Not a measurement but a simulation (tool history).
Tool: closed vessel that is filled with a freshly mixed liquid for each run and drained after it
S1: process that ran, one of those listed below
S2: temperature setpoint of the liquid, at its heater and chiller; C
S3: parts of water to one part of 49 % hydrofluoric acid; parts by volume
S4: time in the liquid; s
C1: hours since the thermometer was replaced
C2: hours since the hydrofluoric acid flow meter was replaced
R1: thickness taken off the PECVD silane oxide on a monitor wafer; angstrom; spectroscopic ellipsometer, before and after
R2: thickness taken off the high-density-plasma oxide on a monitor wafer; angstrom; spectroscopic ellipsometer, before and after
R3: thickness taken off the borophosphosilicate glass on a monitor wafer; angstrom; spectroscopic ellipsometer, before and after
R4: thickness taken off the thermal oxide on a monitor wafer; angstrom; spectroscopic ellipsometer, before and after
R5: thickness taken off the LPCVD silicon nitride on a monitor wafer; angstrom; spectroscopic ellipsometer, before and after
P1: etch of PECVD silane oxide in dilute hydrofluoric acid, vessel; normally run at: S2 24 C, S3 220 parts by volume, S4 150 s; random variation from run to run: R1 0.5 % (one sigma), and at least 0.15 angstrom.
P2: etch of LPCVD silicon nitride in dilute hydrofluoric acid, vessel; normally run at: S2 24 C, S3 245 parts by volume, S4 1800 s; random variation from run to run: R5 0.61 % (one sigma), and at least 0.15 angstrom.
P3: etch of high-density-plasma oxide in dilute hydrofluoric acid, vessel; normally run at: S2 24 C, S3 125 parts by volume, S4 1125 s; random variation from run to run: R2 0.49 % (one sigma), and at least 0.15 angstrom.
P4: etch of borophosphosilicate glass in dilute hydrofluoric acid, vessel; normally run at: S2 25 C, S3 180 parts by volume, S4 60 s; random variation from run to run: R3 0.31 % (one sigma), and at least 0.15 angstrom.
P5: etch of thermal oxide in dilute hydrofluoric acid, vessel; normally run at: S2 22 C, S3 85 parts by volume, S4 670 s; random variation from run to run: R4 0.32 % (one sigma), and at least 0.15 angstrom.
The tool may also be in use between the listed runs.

run   hour  S1    S2   S3    S4      C1     C2      R1      R2      R3      R4      R5
  1    8.4  P1    24  220   150  1800.6  330.1  161.02
  2   16.1  P3    24  125  2065  1808.3  337.8          806.41
  3   27.2  P3    24  125  1125  1819.4  348.9          434.52
  4   34.4  P4    25  280    60  1826.6  356.1                  77.813
  5   44.4  P1    24  220   295  1836.6  366.1  317.19
  6   52.3  P5    22   85    30  1844.5    374                          15.789
  7   66.2  P1    17  220   150  1858.4  387.9  122.86
  8   78.7  P5    22   85   670  1870.9  400.4                          349.84
  9     91  P1    18  220    35  1883.2  412.7  30.079
 10  103.2  P1    24  320   150  1895.4  424.9   99.64
 11  116.8  P4    25  180   110    1909  438.5                  245.78
 12  125.8  P5    22  120   670    1918  447.5                          237.92
 13  138.8  P1    24  220   150    1931  460.5  160.96
 14  145.8  P2    32  245  1800    1938  467.5                                  60.982
 15  155.5  P5  29.5   85   670  1947.7  477.2                          470.78
 16  165.1  P4  32.5  180    60  1957.3  486.8                  176.09
 17  173.3  P5    22   85   670  1965.5    495                          347.81
 18    183  P2    24  245  3495  1975.2  504.7                                  72.724
 19  193.3  P1    24  220   150  1985.5    515  160.72
 20  202.3  P1    24  220   150  1994.5    524  161.25
 21  212.6  P1  31.5  220   150  2004.8  534.3  208.91
 22  225.8  P2    24   95  1800    2018  547.5                                  96.673
 23  236.5  P4    25  180    60  2028.7  558.2                  135.22
 24  244.6  P1    24  220   150  2036.8  566.3  160.71
 25  254.6  P2    24  245  1800  2046.8  576.3                                  37.693
 26  267.3  P2    24  245  1800  2059.5    589                                  37.464
 27  277.6  P1    24  125   150  2069.8  599.3   312.3
 28    290  P3    24   80  1125  2082.2  611.7          728.15
 29  303.7  P3  32.5  125  1125  2095.9  625.4          601.44
 30    314  P1    24  220    55  2106.2  635.7  58.843
 31    324  P1    24  220   150  2116.2  645.7  160.22
 32  336.8  P1    24  220   150    2129  658.5  156.47
 33  343.1  P1    24  220   150  2135.3  664.8  153.67
 34  356.9  P1    24  220   150  2149.1  678.6  151.82
 35  365.2  P1    24  220   150  2157.4  686.9  151.81
 36  378.7  P1    24  220   150  2170.9  700.4  151.79
 37  388.6  P1    24  220   150  2180.8  710.3  149.34
 38  399.7  P1    24  220   150  2191.9  721.4  151.59
 39  411.9  P1    24  220   150  2204.1  733.6  149.81
 40  421.2  P1    24  220   150  2213.4  742.9  150.66
 41  428.9  P1    24  220   150  2221.1  750.6  150.66

What P1 gives has crept away from where it was. These 2 causes fit the log equally well, each at the size given:
A: hydrofluoric acid flow below the setpoint (%) = 5.44
B: liquid colder than its thermometer reads (K) = 1.88
The creep began at about hour 324.

4 check runs are offered, one wafer each, their results left as question marks. Which one tells the causes apart?
check 1  436.6  P5    22  120    45                       ?
check 2  436.6  P4    25  265    60                   ?
check 3  436.6  P2    24  120  1800                           ?
check 4  436.6  P3  31.5  125  1125               ?

What each check would give under each cause:
  check  result    if A    if B
check 1      R4   14.96  14.785
check 2      R3    77.7  78.078
check 3      R5   72.07  67.297
check 4      R2  544.37  542.94
How far apart the two closest causes lie, in the result that separates them most: check 1 1.18 %; check 2 0.49 %; check 3 6.85 %; check 4 0.26 %
Check 3 tells the causes apart: in the others they would give nearly the same result.

Check 3 was then run and gave: R5 71.605 angstrom. Which cause is it?

It is A: hydrofluoric acid flow below the setpoint (%).
